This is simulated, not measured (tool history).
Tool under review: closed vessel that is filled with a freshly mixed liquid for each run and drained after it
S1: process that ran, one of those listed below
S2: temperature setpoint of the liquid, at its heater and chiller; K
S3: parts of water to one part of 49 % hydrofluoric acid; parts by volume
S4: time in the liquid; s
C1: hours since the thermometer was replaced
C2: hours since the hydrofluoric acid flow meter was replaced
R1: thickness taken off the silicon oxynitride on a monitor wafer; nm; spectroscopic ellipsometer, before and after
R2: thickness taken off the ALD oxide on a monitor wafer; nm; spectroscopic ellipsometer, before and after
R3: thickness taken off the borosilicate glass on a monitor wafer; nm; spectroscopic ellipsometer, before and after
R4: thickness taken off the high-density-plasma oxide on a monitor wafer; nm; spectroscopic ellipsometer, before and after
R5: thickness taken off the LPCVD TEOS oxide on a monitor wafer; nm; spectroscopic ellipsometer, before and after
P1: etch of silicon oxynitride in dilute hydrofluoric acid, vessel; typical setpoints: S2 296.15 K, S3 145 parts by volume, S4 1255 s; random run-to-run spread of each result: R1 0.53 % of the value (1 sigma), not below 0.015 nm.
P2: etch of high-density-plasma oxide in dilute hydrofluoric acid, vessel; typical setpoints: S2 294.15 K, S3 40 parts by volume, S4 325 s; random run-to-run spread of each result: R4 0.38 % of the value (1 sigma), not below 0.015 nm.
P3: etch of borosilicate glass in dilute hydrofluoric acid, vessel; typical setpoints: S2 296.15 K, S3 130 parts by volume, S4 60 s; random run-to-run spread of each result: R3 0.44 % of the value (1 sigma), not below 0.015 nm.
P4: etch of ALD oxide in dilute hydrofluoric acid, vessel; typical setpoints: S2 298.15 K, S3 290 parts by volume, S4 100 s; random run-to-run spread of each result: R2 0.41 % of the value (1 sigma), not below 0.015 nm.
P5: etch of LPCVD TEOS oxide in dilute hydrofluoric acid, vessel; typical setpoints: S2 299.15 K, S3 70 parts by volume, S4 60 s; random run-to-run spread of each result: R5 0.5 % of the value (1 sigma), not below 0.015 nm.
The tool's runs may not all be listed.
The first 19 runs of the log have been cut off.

run	hour	S1	S2	S3	S4	C1	C2	R1	R2	R3	R4	R5
20	189.6	P2	297.65	40	325	1663.5	1403.8				66.033	
21	197.5	P1	296.15	145	1255	1671.4	1411.7	11.375				
22	206.7	P1	296.15	215	2400	1680.6	1420.9	13.922				
23	213.1	P5	299.15	20	60	1687	1427.3					127.88
24	225.7	P2	294.15	65	325	1699.6	1439.9				34.352	
25	233.2	P1	296.15	145	2210	1707.1	1447.4	20.017				
26	243.4	P2	294.15	40	325	1717.3	1457.6				56.703	
27	253.8	P1	296.15	145	1255	1727.7	1468	11.298				
28	261.7	P2	294.15	40	30	1735.6	1475.9				5.269	
29	272.6	P1	296.15	145	1255	1746.5	1486.8	11.417				

Forecast run 30:
30	282.3	P1	296.15	145	1255	1756.2	1496.5	?				

{"run 30": {"R1": 11.459}}
